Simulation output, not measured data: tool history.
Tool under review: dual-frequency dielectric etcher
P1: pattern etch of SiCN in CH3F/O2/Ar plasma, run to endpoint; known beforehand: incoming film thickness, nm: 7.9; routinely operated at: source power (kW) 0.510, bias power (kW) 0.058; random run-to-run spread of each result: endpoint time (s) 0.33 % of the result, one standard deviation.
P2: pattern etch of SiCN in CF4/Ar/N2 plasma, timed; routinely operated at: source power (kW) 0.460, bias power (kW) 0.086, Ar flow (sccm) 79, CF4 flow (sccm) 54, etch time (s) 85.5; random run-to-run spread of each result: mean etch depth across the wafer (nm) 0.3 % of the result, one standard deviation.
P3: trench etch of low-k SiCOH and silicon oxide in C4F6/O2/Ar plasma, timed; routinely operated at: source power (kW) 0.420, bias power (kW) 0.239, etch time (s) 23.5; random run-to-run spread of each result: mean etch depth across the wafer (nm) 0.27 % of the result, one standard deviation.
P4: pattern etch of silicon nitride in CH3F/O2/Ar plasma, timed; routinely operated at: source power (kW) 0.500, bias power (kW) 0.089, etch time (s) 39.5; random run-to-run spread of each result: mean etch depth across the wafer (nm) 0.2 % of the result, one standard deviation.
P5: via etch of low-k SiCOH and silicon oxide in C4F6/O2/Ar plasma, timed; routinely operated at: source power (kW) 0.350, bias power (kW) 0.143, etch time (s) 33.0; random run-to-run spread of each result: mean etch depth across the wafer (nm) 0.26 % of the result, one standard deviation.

run,hour,process that ran,source power (kW),bias power (kW),etch time (s),Ar flow (sccm),CF4 flow (sccm),hours since the last wet clean,hours since the last source power generator calibration,hours since the last bias power generator calibration,endpoint time (s),mean etch depth across the wafer (nm)
1,7.6,P1,0.510,0.058,,,,361.7,1250.5,2046.3,20.777,
2,14.5,P3,0.420,0.194,23.5,,,368.6,1257.4,2053.2,,78.656
3,21.7,P1,0.510,0.041,,,,375.8,1264.6,2060.4,23.110,
4,30.8,P5,0.350,0.143,33.0,,,384.9,1273.7,2069.5,,68.429
5,39.3,P3,0.420,0.239,29.5,,,393.4,1282.2,2078.0,,105.710
6,50.1,P4,0.500,0.089,58.0,,,404.2,1293.0,2088.8,,48.184
7,61.2,P2,0.460,0.086,111.5,79,54,415.3,1304.1,2099.9,,101.850
8,71.4,P2,0.580,0.086,85.5,79,54,425.5,1314.3,2110.1,,95.483
9,80.4,P4,0.500,0.111,39.5,,,434.5,1323.3,2119.1,,35.534
10,89.0,P2,0.460,0.086,85.5,79,54,443.1,1331.9,2127.7,,77.939
11,95.5,P1,0.510,0.058,,,,449.6,1338.4,2134.2,20.719,
12,105.4,P5,0.350,0.143,19.5,,,459.5,1348.3,2144.1,,40.470
13,113.1,P1,0.390,0.058,,,,467.2,1356.0,2151.8,22.718,
14,125.0,P2,0.460,0.086,85.5,51,54,479.1,1367.9,2163.7,,82.346
15,130.3,P1,0.650,0.058,,,,484.4,1373.2,2169.0,18.834,
16,137.0,P3,0.420,0.239,23.5,,,491.1,1379.9,2175.7,,84.348
17,146.2,P1,0.510,0.075,,,,500.3,1389.1,2184.9,19.031,
18,157.8,P5,0.350,0.190,33.0,,,511.9,1400.7,2196.5,,74.693
19,164.2,P5,0.250,0.143,33.0,,,518.3,1407.1,2202.9,,59.648
20,171.5,P1,0.510,0.058,,,,525.6,1414.4,2210.2,20.716,
21,177.0,P1,0.510,0.058,,,,531.1,1419.9,2215.7,20.789,
22,184.3,P4,0.500,0.089,39.5,,,538.4,1427.2,2223.0,,32.970
23,194.2,P1,0.410,0.048,,,,548.3,1437.1,2232.9,23.985,
24,204.9,P4,0.670,0.089,39.5,,,559.0,1447.8,2243.6,,36.710
25,214.2,P2,0.460,0.110,85.5,79,54,568.3,1457.1,2252.9,,85.504
26,223.0,P2,0.460,0.086,85.5,79,69,577.1,1465.9,2261.7,,81.018
27,230.2,P1,0.510,0.058,,,,584.3,1473.1,2268.9,20.809,
28,241.6,P4,0.500,0.089,39.5,,,595.7,1484.5,2280.3,,32.862
29,253.5,P3,0.320,0.239,23.5,,,607.6,1496.4,2292.2,,76.226
30,259.2,P1,0.510,0.058,,,,613.3,1502.1,2297.9,20.702,
31,267.3,P1,0.510,0.058,,,,621.4,1510.2,2306.0,20.848,
32,275.2,P1,0.510,0.058,,,,629.3,1518.1,2313.9,20.995,
33,283.7,P1,0.510,0.058,,,,637.8,1526.6,2322.4,20.987,
34,292.3,P1,0.510,0.058,,,,646.4,1535.2,2331.0,21.013,
35,298.3,P1,0.510,0.058,,,,652.4,1541.2,2337.0,21.082,
36,309.4,P1,0.510,0.058,,,,663.5,1552.3,2348.1,21.096,
# hour 314.5: wet clean of the chamber
37,317.3,P1,0.510,0.058,,,,2.8,1560.2,2356.0,21.073,
38,325.7,P1,0.510,0.058,,,,11.2,1568.6,2364.4,21.113,
39,335.7,P1,0.510,0.058,,,,21.2,1578.6,2374.4,21.114,
40,342.5,P1,0.510,0.058,,,,28.0,1585.4,2381.2,21.080,

What P1 gives has crept off from where it sat before. The 2 causes that follow fit the log equally well, each at the size noted:
A: source power that arrives under what is set, % = 4.24
B: bias power that arrives under what is set, % = 4.96
Onset of the creep was near hour 259.2.
What rules out each remaining cause:
chamber walls in a state that lowers the etch rate, %: serviced at hour 314.5, after the change had begun; the process did not return to its earlier output

4 check runs are offered, each on 2 wafers whose results are averaged, their results left as question marks. Which one tells the causes apart?
check 1,349.3,P4,0.660,0.089,53.0,,,,,,,?
check 2,349.3,P5,0.350,0.175,22.5,,,,,,,?
check 3,349.3,P3,0.320,0.239,23.5,,,,,,,?
check 4,349.3,P2,0.580,0.086,85.5,79,54,,,,,?

What every check run would give for each of its results, assuming each possible cause in turn:
check,result,if A,if B
check 1,mean etch depth across the wafer (nm),48.159,48.107
check 2,mean etch depth across the wafer (nm),48.813,48.852
check 3,mean etch depth across the wafer (nm),74.681,74.630
check 4,mean etch depth across the wafer (nm),92.006,93.865
Minimum pairwise separation of causes per check, each pair taken at its best-separating result: check 1 0.11 %; check 2 0.08 %; check 3 0.07 %; check 4 2 %
Only in check 4 would the causes give clearly different results; in the remaining checks their results would be nearly the same.

Check 4 was carried out, with these results: mean etch depth across the wafer (nm) 91.689. Which of the listed causes is responsible?

It is A: source power that arrives under what is set, %.

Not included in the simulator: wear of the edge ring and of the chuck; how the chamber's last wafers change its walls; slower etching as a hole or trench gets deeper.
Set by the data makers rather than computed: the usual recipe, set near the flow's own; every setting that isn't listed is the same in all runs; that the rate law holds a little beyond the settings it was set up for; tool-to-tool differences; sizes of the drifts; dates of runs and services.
